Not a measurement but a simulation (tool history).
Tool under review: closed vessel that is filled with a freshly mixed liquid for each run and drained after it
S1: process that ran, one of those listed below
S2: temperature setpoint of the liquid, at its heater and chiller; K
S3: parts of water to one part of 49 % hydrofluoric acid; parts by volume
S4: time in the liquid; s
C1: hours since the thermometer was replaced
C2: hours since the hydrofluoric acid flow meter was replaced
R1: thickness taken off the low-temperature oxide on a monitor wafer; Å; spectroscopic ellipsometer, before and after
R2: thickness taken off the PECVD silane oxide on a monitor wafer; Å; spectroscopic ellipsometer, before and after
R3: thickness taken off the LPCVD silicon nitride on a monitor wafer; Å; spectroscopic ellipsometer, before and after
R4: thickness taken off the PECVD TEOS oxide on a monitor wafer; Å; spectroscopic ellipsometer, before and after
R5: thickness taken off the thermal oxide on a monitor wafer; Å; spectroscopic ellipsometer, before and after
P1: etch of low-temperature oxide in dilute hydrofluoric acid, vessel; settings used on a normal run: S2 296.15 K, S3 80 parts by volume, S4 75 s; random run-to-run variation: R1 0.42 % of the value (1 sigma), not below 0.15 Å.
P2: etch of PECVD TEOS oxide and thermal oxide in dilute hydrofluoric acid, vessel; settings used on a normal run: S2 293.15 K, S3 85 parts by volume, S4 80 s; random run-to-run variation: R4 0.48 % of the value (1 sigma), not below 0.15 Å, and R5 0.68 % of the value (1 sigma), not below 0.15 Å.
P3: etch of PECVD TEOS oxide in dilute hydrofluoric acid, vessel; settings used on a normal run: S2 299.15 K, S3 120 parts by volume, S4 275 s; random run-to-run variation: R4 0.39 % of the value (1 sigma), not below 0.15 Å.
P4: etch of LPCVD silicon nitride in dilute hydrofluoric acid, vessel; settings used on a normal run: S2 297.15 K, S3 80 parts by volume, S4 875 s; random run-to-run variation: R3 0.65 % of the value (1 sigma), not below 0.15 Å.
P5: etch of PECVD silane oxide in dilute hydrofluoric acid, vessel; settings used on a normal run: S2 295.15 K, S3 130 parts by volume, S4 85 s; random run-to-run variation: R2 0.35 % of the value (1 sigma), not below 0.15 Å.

| run | hour | S1 | S2 | S3 | S4 | C1 | C2 | R1 | R2 | R3 | R4 | R5 |
|---|---|---|---|---|---|---|---|---|---|---|---|---|
| 1 | 16.5 | P1 | 296.15 | 80 | 75 | 1284.0 | 706.5 | 320.03 |  |  |  |  |
| 2 | 24.6 | P5 | 295.15 | 70 | 85 | 1292.1 | 714.6 |  | 562.900 |  |  |  |
| 3 | 40.1 | P1 | 292.15 | 80 | 75 | 1307.6 | 730.1 | 273.74 |  |  |  |  |
| 4 | 57.9 | P1 | 296.15 | 80 | 125 | 1325.4 | 747.9 | 537.34 |  |  |  |  |
| 5 | 69.1 | P4 | 290.15 | 80 | 875 | 1336.6 | 759.1 |  |  | 28.872 |  |  |
|  | 72.1 | hydrofluoric acid flow meter replaced |
| 6 | 78.5 | P1 | 303.15 | 80 | 75 | 1346.0 | 6.4 | 424.48 |  |  |  |  |
| 7 | 94.2 | P2 | 290.15 | 85 | 80 | 1361.7 | 22.1 |  |  |  | 97.240 | 34.138 |
| 8 | 106.5 | P5 | 295.15 | 130 | 30 | 1374.0 | 34.4 |  | 99.757 |  |  |  |
| 9 | 121.4 | P2 | 293.15 | 85 | 30 | 1388.9 | 49.3 |  |  |  | 41.393 | 14.441 |
| 10 | 129.4 | P1 | 292.65 | 80 | 45 | 1396.9 | 57.3 | 168.03 |  |  |  |  |
| 11 | 139.9 | P3 | 299.15 | 120 | 515 | 1407.4 | 67.8 |  |  |  | 674.330 |  |
| 12 | 155.7 | P5 | 295.15 | 130 | 85 | 1423.2 | 83.6 |  | 281.740 |  |  |  |
| 13 | 165.2 | P4 | 297.15 | 40 | 875 | 1432.7 | 93.1 |  |  | 91.006 |  |  |
| 14 | 178.3 | P5 | 300.65 | 130 | 85 | 1445.8 | 106.2 |  | 348.430 |  |  |  |
| 15 | 192.6 | P1 | 296.15 | 80 | 75 | 1460.1 | 120.5 | 321.51 |  |  |  |  |
| 16 | 209.4 | P1 | 296.15 | 80 | 75 | 1476.9 | 137.3 | 321.17 |  |  |  |  |
| 17 | 218.0 | P5 | 295.15 | 130 | 85 | 1485.5 | 145.9 |  | 281.620 |  |  |  |
| 18 | 226.1 | P1 | 296.15 | 80 | 30 | 1493.6 | 154.0 | 128.29 |  |  |  |  |
| 19 | 239.8 | P3 | 299.15 | 120 | 275 | 1507.3 | 167.7 |  |  |  | 362.180 |  |
| 20 | 258.3 | P1 | 296.15 | 110 | 75 | 1525.8 | 186.2 | 224.39 |  |  |  |  |
| 21 | 272.8 | P2 | 293.15 | 85 | 80 | 1540.3 | 200.7 |  |  |  | 110.460 | 38.933 |
| 22 | 286.0 | P1 | 296.15 | 80 | 75 | 1553.5 | 213.9 | 322.67 |  |  |  |  |
| 23 | 298.4 | P1 | 296.15 | 80 | 75 | 1565.9 | 226.3 | 321.54 |  |  |  |  |
| 24 | 314.6 | P4 | 297.15 | 80 | 1620 | 1582.1 | 242.5 |  |  | 85.470 |  |  |
|  | 314.9 | thermometer replaced |
| 25 | 332.1 | P1 | 290.65 | 80 | 120 | 17.2 | 260.0 | 411.92 |  |  |  |  |
| 26 | 342.1 | P4 | 297.15 | 80 | 875 | 27.2 | 270.0 |  |  | 47.017 |  |  |
| 27 | 354.5 | P3 | 291.15 | 120 | 275 | 39.6 | 282.4 |  |  |  | 263.980 |  |
| 28 | 366.1 | P4 | 297.15 | 80 | 875 | 51.2 | 294.0 |  |  | 47.043 |  |  |

Run 29, settings as shown, results not yet in. Your forecast:
| 29 | 380.9 | P2 | 293.15 | 140 | 80 | 66.0 | 308.8 |  |  |  | ? | ? |

R4: 63.690 Å
R5: 22.066 Å

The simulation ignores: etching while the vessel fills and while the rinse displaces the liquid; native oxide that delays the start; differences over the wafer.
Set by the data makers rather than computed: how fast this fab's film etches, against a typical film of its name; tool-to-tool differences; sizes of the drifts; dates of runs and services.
